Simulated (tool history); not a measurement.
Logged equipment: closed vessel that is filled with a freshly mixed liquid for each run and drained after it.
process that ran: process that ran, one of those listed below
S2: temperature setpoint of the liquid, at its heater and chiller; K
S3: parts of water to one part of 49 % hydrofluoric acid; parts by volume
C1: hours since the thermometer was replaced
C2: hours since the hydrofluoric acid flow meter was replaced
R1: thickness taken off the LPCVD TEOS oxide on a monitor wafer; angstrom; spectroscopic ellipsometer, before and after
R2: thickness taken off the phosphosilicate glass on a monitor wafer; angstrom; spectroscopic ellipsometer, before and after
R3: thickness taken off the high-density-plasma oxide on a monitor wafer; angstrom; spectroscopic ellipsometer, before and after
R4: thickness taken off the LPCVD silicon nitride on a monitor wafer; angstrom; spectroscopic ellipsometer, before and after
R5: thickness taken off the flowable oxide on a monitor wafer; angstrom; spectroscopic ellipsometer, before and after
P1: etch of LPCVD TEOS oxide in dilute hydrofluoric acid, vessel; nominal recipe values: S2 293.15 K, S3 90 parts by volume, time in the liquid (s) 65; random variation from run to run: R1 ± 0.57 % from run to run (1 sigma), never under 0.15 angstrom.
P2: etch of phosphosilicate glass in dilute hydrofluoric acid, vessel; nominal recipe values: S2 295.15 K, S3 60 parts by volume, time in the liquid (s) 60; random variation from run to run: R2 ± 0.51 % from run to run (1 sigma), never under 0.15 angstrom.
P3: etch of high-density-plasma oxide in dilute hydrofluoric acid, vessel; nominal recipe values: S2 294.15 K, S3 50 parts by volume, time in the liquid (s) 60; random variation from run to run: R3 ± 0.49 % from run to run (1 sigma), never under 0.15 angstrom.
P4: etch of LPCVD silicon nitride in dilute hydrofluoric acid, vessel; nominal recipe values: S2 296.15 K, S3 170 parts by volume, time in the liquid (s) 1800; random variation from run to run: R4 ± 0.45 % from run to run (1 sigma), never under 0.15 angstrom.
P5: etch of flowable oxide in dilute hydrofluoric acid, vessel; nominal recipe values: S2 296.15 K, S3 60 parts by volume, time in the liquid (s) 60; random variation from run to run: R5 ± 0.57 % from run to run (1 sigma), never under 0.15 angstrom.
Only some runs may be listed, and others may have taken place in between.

run 1 hour=11.1 | process_that_ran=P1 S2=293.15 S3=90 time_in_the_liquid_(s)=65 | C1=469.3 C2=799.4 | R1=104.080
run 2 hour=19.4 | process_that_ran=P2 S2=301.15 S3=60 time_in_the_liquid_(s)=60 | C1=477.6 C2=807.7 | R2=1423.20
run 3 hour=32.7 | process_that_ran=P3 S2=294.15 S3=50 time_in_the_liquid_(s)=105 | C1=490.9 C2=821.0 | R3=221.80
run 4 hour=41.6 | process_that_ran=P4 S2=296.15 S3=170 time_in_the_liquid_(s)=1800 | C1=499.8 C2=829.9 | R4=48.513
run 5 hour=52.5 | process_that_ran=P4 S2=296.15 S3=170 time_in_the_liquid_(s)=735 | C1=510.7 C2=840.8 | R4=19.476
run 6 hour=67.3 | process_that_ran=P2 S2=295.15 S3=60 time_in_the_liquid_(s)=30 | C1=525.5 C2=855.6 | R2=563.53
run 7 hour=77.4 | process_that_ran=P5 S2=296.15 S3=60 time_in_the_liquid_(s)=30 | C1=535.6 C2=865.7 | R5=224.84
run 8 hour=84.9 | process_that_ran=P2 S2=295.15 S3=60 time_in_the_liquid_(s)=60 | C1=543.1 C2=873.2 | R2=1127.80
run 9 hour=93.7 | process_that_ran=P1 S2=290.15 S3=155 time_in_the_liquid_(s)=65 | C1=551.9 C2=882.0 | R1=50.517
run 10 hour=102.0 | process_that_ran=P3 S2=294.15 S3=50 time_in_the_liquid_(s)=60 | C1=560.2 C2=890.3 | R3=126.90
run 11 hour=110.0 | process_that_ran=P4 S2=292.65 S3=170 time_in_the_liquid_(s)=1800 | C1=568.2 C2=898.3 | R4=38.780
run 12 hour=124.0 | process_that_ran=P1 S2=293.15 S3=90 time_in_the_liquid_(s)=65 | C1=582.2 C2=912.3 | R1=104.340
run 13 hour=131.2 | process_that_ran=P5 S2=290.15 S3=60 time_in_the_liquid_(s)=60 | C1=589.4 C2=919.5 | R5=349.53
run 14 hour=144.4 | process_that_ran=P1 S2=290.15 S3=90 time_in_the_liquid_(s)=65 | C1=602.6 C2=932.7 | R1=93.031
run 15 hour=157.7 | process_that_ran=P1 S2=293.15 S3=165 time_in_the_liquid_(s)=65 | C1=615.9 C2=946.0 | R1=52.659
run 16 hour=168.4 | process_that_ran=P1 S2=290.15 S3=45 time_in_the_liquid_(s)=65 | C1=626.6 C2=956.7 | R1=193.560
run 17 hour=177.4 | process_that_ran=P1 S2=293.15 S3=90 time_in_the_liquid_(s)=65 | C1=635.6 C2=965.7 | R1=104.480
run 18 hour=186.5 | process_that_ran=P3 S2=294.15 S3=20 time_in_the_liquid_(s)=60 | C1=644.7 C2=974.8 | R3=327.50
run 19 hour=195.9 | process_that_ran=P2 S2=295.15 S3=105 time_in_the_liquid_(s)=60 | C1=654.1 C2=984.2 | R2=609.51
run 20 hour=206.9 | process_that_ran=P4 S2=296.15 S3=50 time_in_the_liquid_(s)=1800 | C1=665.1 C2=995.2 | R4=160.670
run 21 hour=220.3 | process_that_ran=P1 S2=293.15 S3=90 time_in_the_liquid_(s)=65 | C1=678.5 C2=1008.6 | R1=104.450
run 22 hour=235.1 | process_that_ran=P3 S2=290.15 S3=50 time_in_the_liquid_(s)=60 | C1=693.3 C2=1023.4 | R3=106.26
run 23 hour=246.0 | process_that_ran=P2 S2=295.15 S3=60 time_in_the_liquid_(s)=60 | C1=704.2 C2=1034.3 | R2=1128.50
run 24 hour=255.1 | process_that_ran=P3 S2=294.15 S3=50 time_in_the_liquid_(s)=60 | C1=713.3 C2=1043.4 | R3=126.75
run 25 hour=262.0 | process_that_ran=P5 S2=296.15 S3=60 time_in_the_liquid_(s)=60 | C1=720.2 C2=1050.3 | R5=450.65
run 26 hour=270.3 | process_that_ran=P1 S2=293.15 S3=30 time_in_the_liquid_(s)=65 | C1=728.5 C2=1058.6 | R1=335.480
run 27 hour=281.4 | process_that_ran=P5 S2=296.15 S3=20 time_in_the_liquid_(s)=60 | C1=739.6 C2=1069.7 | R5=1413.20
run 28 hour=295.4 | process_that_ran=P4 S2=296.15 S3=170 time_in_the_liquid_(s)=1800 | C1=753.6 C2=1083.7 | R4=48.498
run 29 hour=307.3 | process_that_ran=P1 S2=293.15 S3=90 time_in_the_liquid_(s)=130 | C1=765.5 C2=1095.6 | R1=210.630
run 30 hour=319.8 | process_that_ran=P1 S2=293.15 S3=90 time_in_the_liquid_(s)=30 | C1=778.0 C2=1108.1 | R1=48.004
run 31 hour=334.4 | process_that_ran=P1 S2=290.15 S3=60 time_in_the_liquid_(s)=65 | C1=792.6 C2=1122.7 | R1=143.030
run 32 hour=346.9 | process_that_ran=P1 S2=298.15 S3=90 time_in_the_liquid_(s)=65 | C1=805.1 C2=1135.2 | R1=127.200

Run 33 has not been measured yet. What should we expect?
run 33 hour=353.7 | process_that_ran=P1 S2=293.15 S3=90 time_in_the_liquid_(s)=65 | C1=811.9 C2=1142.0 | R1=?

Run 33 gave R1 103.730 angstrom.

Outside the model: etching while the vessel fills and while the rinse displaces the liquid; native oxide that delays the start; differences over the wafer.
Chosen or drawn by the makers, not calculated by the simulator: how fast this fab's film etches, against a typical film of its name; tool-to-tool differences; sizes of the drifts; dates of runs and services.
